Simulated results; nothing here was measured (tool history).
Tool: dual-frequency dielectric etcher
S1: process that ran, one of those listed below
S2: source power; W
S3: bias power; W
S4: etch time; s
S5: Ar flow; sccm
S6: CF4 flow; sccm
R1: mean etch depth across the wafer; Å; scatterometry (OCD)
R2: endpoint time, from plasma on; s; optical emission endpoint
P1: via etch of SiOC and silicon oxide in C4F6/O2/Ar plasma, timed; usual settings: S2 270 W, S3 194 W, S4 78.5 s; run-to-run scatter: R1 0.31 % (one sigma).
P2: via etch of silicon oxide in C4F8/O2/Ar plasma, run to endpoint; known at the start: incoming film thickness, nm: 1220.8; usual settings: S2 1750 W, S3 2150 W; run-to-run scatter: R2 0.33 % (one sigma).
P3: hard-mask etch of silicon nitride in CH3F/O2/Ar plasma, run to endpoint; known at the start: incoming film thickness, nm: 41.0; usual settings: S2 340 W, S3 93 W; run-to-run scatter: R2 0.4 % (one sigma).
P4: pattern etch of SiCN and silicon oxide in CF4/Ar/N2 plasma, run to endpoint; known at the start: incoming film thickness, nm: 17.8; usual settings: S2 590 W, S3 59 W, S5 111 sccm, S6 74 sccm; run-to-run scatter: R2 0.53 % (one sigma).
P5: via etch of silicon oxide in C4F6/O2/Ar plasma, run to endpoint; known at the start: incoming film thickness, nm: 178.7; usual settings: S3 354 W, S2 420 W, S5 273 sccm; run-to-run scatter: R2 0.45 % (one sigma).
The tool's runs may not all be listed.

{"run": 1, "hour": 6.6, "S1": "P1", "S2": 270, "S3": 194, "S4": 78.5, "R1": 800.19}
{"run": 2, "hour": 13.6, "S1": "P4", "S2": 590, "S3": 43, "S5": 111, "S6": 74, "R2": 19.333}
{"run": 3, "hour": 21.0, "S1": "P3", "S2": 340, "S3": 129, "R2": 50.011}
{"run": 4, "hour": 26.3, "S1": "P5", "S2": 420, "S3": 354, "S5": 273, "R2": 42.911}
{"run": 5, "hour": 31.9, "S1": "P4", "S2": 590, "S3": 59, "S5": 111, "S6": 74, "R2": 17.536}
{"run": 6, "hour": 37.8, "S1": "P4", "S2": 740, "S3": 59, "S5": 111, "S6": 74, "R2": 14.241}
{"run": 7, "hour": 42.9, "S1": "P1", "S2": 270, "S3": 194, "S4": 78.5, "R1": 797.46}
{"run": 8, "hour": 48.4, "S1": "P2", "S2": 1750, "S3": 2758, "R2": 229.25}
{"run": 9, "hour": 52.5, "S1": "P5", "S2": 420, "S3": 255, "S5": 273, "R2": 47.521}
{"run": 10, "hour": 58.5, "S1": "P1", "S2": 270, "S3": 249, "S4": 96.5, "R1": 1074.6}
{"run": 11, "hour": 62.8, "S1": "P1", "S2": 270, "S3": 194, "S4": 78.5, "R1": 804.9}
{"run": 12, "hour": 70.6, "S1": "P5", "S2": 420, "S3": 354, "S5": 273, "R2": 42.642}
{"run": 13, "hour": 76.5, "S1": "P4", "S2": 590, "S3": 59, "S5": 66, "S6": 74, "R2": 16.273}
{"run": 14, "hour": 83.6, "S1": "P1", "S2": 270, "S3": 148, "S4": 46.5, "R1": 431.34}
{"run": 15, "hour": 89.1, "S1": "P1", "S2": 270, "S3": 120, "S4": 78.5, "R1": 687.26}
{"run": 16, "hour": 95.3, "S1": "P5", "S2": 280, "S3": 354, "S5": 273, "R2": 49.743}
{"run": 17, "hour": 103.2, "S1": "P1", "S2": 270, "S3": 194, "S4": 53.5, "R1": 545.51}
{"run": 18, "hour": 109.0, "S1": "P1", "S2": 270, "S3": 194, "S4": 78.5, "R1": 801.54}
{"run": 19, "hour": 113.7, "S1": "P5", "S2": 420, "S3": 354, "S5": 354, "R2": 43.859}
{"run": 20, "hour": 118.0, "S1": "P1", "S2": 270, "S3": 264, "S4": 78.5, "R1": 886.96}
{"run": 21, "hour": 124.8, "S1": "P3", "S2": 230, "S3": 93, "R2": 65.612}
{"run": 22, "hour": 128.9, "S1": "P4", "S2": 590, "S3": 59, "S5": 111, "S6": 100, "R2": 16.596}
{"run": 23, "hour": 133.1, "S1": "P1", "S2": 270, "S3": 194, "S4": 78.5, "R1": 800.11}
{"run": 24, "hour": 138.2, "S1": "P1", "S2": 220, "S3": 194, "S4": 56, "R1": 529.47}
{"run": 25, "hour": 143.3, "S1": "P3", "S2": 340, "S3": 93, "R2": 56.988}
{"run": 26, "hour": 147.8, "S1": "P2", "S2": 2170, "S3": 2150, "R2": 227.01}

Forecast run 27:
{"run": 27, "hour": 152.2, "S1": "P1", "S2": 270, "S3": 194, "S4": 95.5, "R1": "?"}

{"run 27": {"R1": 968.78}}

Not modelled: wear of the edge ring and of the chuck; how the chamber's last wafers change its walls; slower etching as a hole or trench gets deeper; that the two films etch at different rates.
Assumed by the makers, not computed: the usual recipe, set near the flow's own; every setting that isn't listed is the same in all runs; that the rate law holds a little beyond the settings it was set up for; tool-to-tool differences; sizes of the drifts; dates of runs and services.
